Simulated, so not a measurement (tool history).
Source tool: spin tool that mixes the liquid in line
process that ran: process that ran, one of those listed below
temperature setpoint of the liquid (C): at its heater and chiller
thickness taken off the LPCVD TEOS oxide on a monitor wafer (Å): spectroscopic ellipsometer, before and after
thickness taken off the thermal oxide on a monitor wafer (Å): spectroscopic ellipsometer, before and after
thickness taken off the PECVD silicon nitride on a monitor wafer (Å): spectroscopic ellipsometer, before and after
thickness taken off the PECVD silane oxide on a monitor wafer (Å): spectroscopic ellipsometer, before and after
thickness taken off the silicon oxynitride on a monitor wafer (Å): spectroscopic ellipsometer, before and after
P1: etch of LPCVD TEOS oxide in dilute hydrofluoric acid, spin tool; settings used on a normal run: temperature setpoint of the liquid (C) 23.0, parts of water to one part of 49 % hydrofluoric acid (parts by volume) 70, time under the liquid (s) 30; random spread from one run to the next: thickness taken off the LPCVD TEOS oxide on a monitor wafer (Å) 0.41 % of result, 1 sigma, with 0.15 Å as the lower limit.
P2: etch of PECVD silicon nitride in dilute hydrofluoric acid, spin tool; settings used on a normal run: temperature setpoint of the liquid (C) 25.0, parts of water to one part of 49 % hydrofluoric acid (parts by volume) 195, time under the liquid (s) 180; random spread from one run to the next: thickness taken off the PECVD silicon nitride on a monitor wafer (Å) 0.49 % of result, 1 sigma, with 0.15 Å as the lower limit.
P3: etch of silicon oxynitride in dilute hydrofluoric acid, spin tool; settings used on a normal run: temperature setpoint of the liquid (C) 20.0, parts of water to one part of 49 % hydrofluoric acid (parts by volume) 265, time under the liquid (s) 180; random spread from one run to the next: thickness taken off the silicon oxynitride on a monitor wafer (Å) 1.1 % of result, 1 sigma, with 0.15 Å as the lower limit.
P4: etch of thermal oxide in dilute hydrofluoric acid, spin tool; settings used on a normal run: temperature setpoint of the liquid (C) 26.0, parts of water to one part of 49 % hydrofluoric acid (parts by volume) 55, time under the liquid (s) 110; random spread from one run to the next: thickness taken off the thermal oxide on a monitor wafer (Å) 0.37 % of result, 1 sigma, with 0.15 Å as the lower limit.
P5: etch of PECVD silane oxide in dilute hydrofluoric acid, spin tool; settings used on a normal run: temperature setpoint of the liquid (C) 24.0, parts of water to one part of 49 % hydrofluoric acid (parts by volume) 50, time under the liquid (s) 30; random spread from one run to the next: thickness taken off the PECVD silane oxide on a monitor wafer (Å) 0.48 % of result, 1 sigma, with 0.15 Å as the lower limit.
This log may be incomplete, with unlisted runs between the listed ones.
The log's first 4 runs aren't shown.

run	hour	process that ran	temperature setpoint of the liquid (C)	parts of water to one part of 49 % hydrofluoric acid (parts by volume)	time under the liquid (s)	hours since the thermometer was replaced	hours since the hydrofluoric acid flow meter was replaced	thickness taken off the LPCVD TEOS oxide on a monitor wafer (Å)	thickness taken off the thermal oxide on a monitor wafer (Å)	thickness taken off the PECVD silicon nitride on a monitor wafer (Å)	thickness taken off the PECVD silane oxide on a monitor wafer (Å)	thickness taken off the silicon oxynitride on a monitor wafer (Å)
5	21.1	P1	23.0	70	15	263.8	270.0	35.713				
6	26.8	P4	26.0	55	110	269.5	275.7		108.750			
7	31.1	P2	25.0	195	15	273.8	280.0			4.6994		
8	34.7	P1	23.0	115	30	277.4	283.6	41.431				
9	38.8	P1	23.0	70	45	281.5	287.7	107.150				
10	43.5	P1	23.0	20	15	286.2	292.4	133.790				
11	50.0	P1	28.5	70	30	292.7	298.9	88.939				
12	54.6	P1	23.0	95	50	297.3	303.5	85.321				
13	61.4	P5	24.0	50	30	304.1	310.3				113.030	
14	65.1	P3	28.0	265	180	307.8	314.0					35.285
15	69.7	P1	23.0	70	30	312.4	318.6	71.581				
16	75.9	P5	24.0	90	30	318.6	324.8				59.405	
17	82.0	P4	26.0	90	110	324.7	330.9		63.520			
18	85.8	P1	23.0	70	30	328.5	334.7	71.824				
19	88.8	P1	23.0	70	30	331.5	337.7	71.782				
20	92.8	P4	26.0	55	110	335.5	341.7		108.080			
21	98.4	P3	20.0	265	290	341.1	347.3					40.275
22	102.2	P3	20.0	100	180	344.9	351.1					72.711
23	107.2	P1	23.0	70	30	349.9	356.1	71.927				
24	112.6	P5	28.0	50	30	355.3	361.5				132.580	
25	117.2	P5	24.0	50	15	359.9	366.1				56.024	

Run 26, settings as shown, results not yet in. Your forecast:
26	122.9	P2	18.5	195	180	365.6	371.8			?		

{"run 26": {"thickness taken off the PECVD silicon nitride on a monitor wafer (Å)": 37.261}}
